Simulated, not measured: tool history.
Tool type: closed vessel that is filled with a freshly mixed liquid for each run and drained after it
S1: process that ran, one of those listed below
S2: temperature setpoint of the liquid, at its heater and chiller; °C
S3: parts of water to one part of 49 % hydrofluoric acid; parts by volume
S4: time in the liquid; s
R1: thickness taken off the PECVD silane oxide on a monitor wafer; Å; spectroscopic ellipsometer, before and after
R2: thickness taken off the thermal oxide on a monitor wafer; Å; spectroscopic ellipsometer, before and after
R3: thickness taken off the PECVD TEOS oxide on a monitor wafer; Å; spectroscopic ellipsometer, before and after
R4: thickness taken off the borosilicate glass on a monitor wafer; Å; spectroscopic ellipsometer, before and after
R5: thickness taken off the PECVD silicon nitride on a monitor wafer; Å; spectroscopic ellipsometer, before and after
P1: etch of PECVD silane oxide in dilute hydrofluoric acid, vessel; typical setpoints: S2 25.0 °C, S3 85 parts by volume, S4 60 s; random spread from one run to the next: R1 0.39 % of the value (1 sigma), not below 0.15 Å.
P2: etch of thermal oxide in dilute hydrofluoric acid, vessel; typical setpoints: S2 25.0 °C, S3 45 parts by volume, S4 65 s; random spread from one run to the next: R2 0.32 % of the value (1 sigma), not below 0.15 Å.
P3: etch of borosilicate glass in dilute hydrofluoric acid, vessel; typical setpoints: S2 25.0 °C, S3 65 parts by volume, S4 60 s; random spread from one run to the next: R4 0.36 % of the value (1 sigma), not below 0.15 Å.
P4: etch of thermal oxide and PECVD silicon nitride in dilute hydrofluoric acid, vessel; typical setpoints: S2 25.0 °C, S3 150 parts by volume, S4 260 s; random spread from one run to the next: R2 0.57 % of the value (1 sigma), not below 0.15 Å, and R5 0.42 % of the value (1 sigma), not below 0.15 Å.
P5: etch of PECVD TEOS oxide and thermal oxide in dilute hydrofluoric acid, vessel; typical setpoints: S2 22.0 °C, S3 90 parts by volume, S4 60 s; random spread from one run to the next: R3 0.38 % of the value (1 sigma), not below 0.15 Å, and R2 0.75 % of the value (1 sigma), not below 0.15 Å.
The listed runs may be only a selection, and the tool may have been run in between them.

| run | hour | S1 | S2 | S3 | S4 | R1 | R2 | R3 | R4 | R5 |
|---|---|---|---|---|---|---|---|---|---|---|
| 1 | 10.9 | P1 | 25.0 | 85 | 60 | 161.980 |  |  |  |  |
| 2 | 24.7 | P1 | 25.0 | 85 | 60 | 162.200 |  |  |  |  |
| 3 | 32.9 | P1 | 25.0 | 50 | 60 | 290.880 |  |  |  |  |
| 4 | 44.8 | P1 | 17.0 | 120 | 60 | 79.468 |  |  |  |  |
| 5 | 53.3 | P2 | 25.0 | 75 | 65 |  | 43.813 |  |  |  |
| 6 | 60.7 | P5 | 22.0 | 90 | 60 |  | 29.596 | 155.12 |  |  |
| 7 | 72.2 | P2 | 29.0 | 45 | 65 |  | 89.361 |  |  |  |
| 8 | 80.7 | P1 | 25.0 | 130 | 60 | 99.793 |  |  |  |  |
| 9 | 90.0 | P3 | 17.5 | 65 | 60 |  |  |  | 246.04 |  |
|  | 95.4 | hydrofluoric acid flow meter replaced |
| 10 | 98.5 | P5 | 17.0 | 90 | 60 |  | 23.733 | 127.33 |  |  |
| 11 | 111.0 | P3 | 25.0 | 65 | 60 |  |  |  | 342.73 |  |
| 12 | 122.2 | P1 | 25.0 | 85 | 110 | 298.900 |  |  |  |  |
| 13 | 132.3 | P1 | 30.5 | 85 | 100 | 336.280 |  |  |  |  |
| 14 | 141.9 | P4 | 25.0 | 150 | 140 |  | 41.821 |  |  | 37.057 |
| 15 | 155.6 | P1 | 25.0 | 85 | 60 | 162.810 |  |  |  |  |
| 16 | 169.1 | P1 | 25.0 | 85 | 60 | 162.990 |  |  |  |  |
| 17 | 180.9 | P1 | 25.0 | 85 | 60 | 162.630 |  |  |  |  |
| 18 | 193.1 | P1 | 19.0 | 85 | 60 | 127.890 |  |  |  |  |
| 19 | 201.9 | P3 | 25.0 | 65 | 30 |  |  |  | 170.30 |  |
| 20 | 213.6 | P4 | 25.0 | 230 | 260 |  | 46.715 |  |  | 44.669 |
| 21 | 221.5 | P1 | 33.0 | 85 | 60 | 221.150 |  |  |  |  |
| 22 | 227.8 | P4 | 25.0 | 150 | 260 |  | 78.758 |  |  | 68.610 |
| 23 | 237.8 | P2 | 25.0 | 45 | 65 |  | 75.938 |  |  |  |
| 24 | 247.7 | P5 | 22.0 | 55 | 60 |  | 49.450 | 265.22 |  |  |
| 25 | 261.6 | P3 | 25.0 | 65 | 60 |  |  |  | 339.73 |  |
| 26 | 274.2 | P2 | 25.0 | 45 | 100 |  | 117.260 |  |  |  |
| 27 | 282.0 | P3 | 25.0 | 95 | 60 |  |  |  | 222.89 |  |
| 28 | 290.5 | P1 | 25.0 | 85 | 30 | 81.326 |  |  |  |  |
| 29 | 303.0 | P4 | 19.0 | 150 | 260 |  | 61.758 |  |  | 46.523 |
| 30 | 313.6 | P1 | 25.0 | 85 | 60 | 163.570 |  |  |  |  |
| 31 | 321.2 | P5 | 22.0 | 90 | 95 |  | 46.335 | 247.70 |  |  |
| 32 | 332.2 | P1 | 25.0 | 85 | 60 | 163.990 |  |  |  |  |
| 33 | 344.0 | P1 | 25.0 | 85 | 60 | 160.300 |  |  |  |  |
| 34 | 351.5 | P1 | 25.0 | 85 | 60 | 157.560 |  |  |  |  |
| 35 | 362.6 | P1 | 25.0 | 85 | 60 | 156.180 |  |  |  |  |
| 36 | 371.0 | P1 | 25.0 | 85 | 60 | 156.070 |  |  |  |  |
| 37 | 377.1 | P1 | 25.0 | 85 | 60 | 155.070 |  |  |  |  |
| 38 | 384.1 | P1 | 25.0 | 85 | 60 | 154.500 |  |  |  |  |
| 39 | 397.4 | P1 | 25.0 | 85 | 60 | 155.170 |  |  |  |  |
| 40 | 409.4 | P1 | 25.0 | 85 | 60 | 153.370 |  |  |  |  |
| 41 | 418.4 | P1 | 25.0 | 85 | 60 | 152.560 |  |  |  |  |
| 42 | 429.8 | P1 | 25.0 | 85 | 60 | 152.440 |  |  |  |  |
| 43 | 438.1 | P1 | 25.0 | 85 | 60 | 152.700 |  |  |  |  |

The output of P1 has drifted from where it used to be. Each of the 2 causes below, taken at the size shown beside it, accounts for the log equally well:
A: hydrofluoric acid flow below the setpoint (%) = 5.42
B: liquid colder than its thermometer reads (K) = 1.55
At approximately hour 332.2, the process output began to creep.

Of the 4 check runs listed below, each run on one wafer and each result written as a question mark, which would let you distinguish the listed causes because they would give clearly different results?
| check 1 | 446.4 | P3 | 25.0 | 65 | 60 |  |  |  | ? |  |
| check 2 | 446.4 | P4 | 25.0 | 150 | 260 |  | ? |  |  | ? |
| check 3 | 446.4 | P5 | 22.0 | 90 | 60 |  | ? | ? |  |  |
| check 4 | 446.4 | P2 | 25.0 | 45 | 65 |  | ? |  |  |  |

What each check would give under each cause:
| check | result | if A | if B |
|---|---|---|---|
| check 1 | R4 | 319.28 | 318.54 |
| check 2 | R2 | 73.421 | 73.909 |
| check 2 | R5 | 64.931 | 62.111 |
| check 3 | R2 | 27.446 | 27.404 |
| check 3 | R3 | 146.78 | 146.56 |
| check 4 | R2 | 71.892 | 71.558 |
Separation of the two closest causes in each check, using whichever result separates them best: check 1 0.23 %; check 2 4.44 %; check 3 0.15 %; check 4 0.47 %
Check 2 is the one run that separates the causes; every other check would come out nearly the same whichever cause is at work.

After running check 2, the following was obtained: R2 73.041 Å; R5 64.630 Å. Which cause does this point to?

Of the candidate causes, it is A: hydrofluoric acid flow below the setpoint (%).
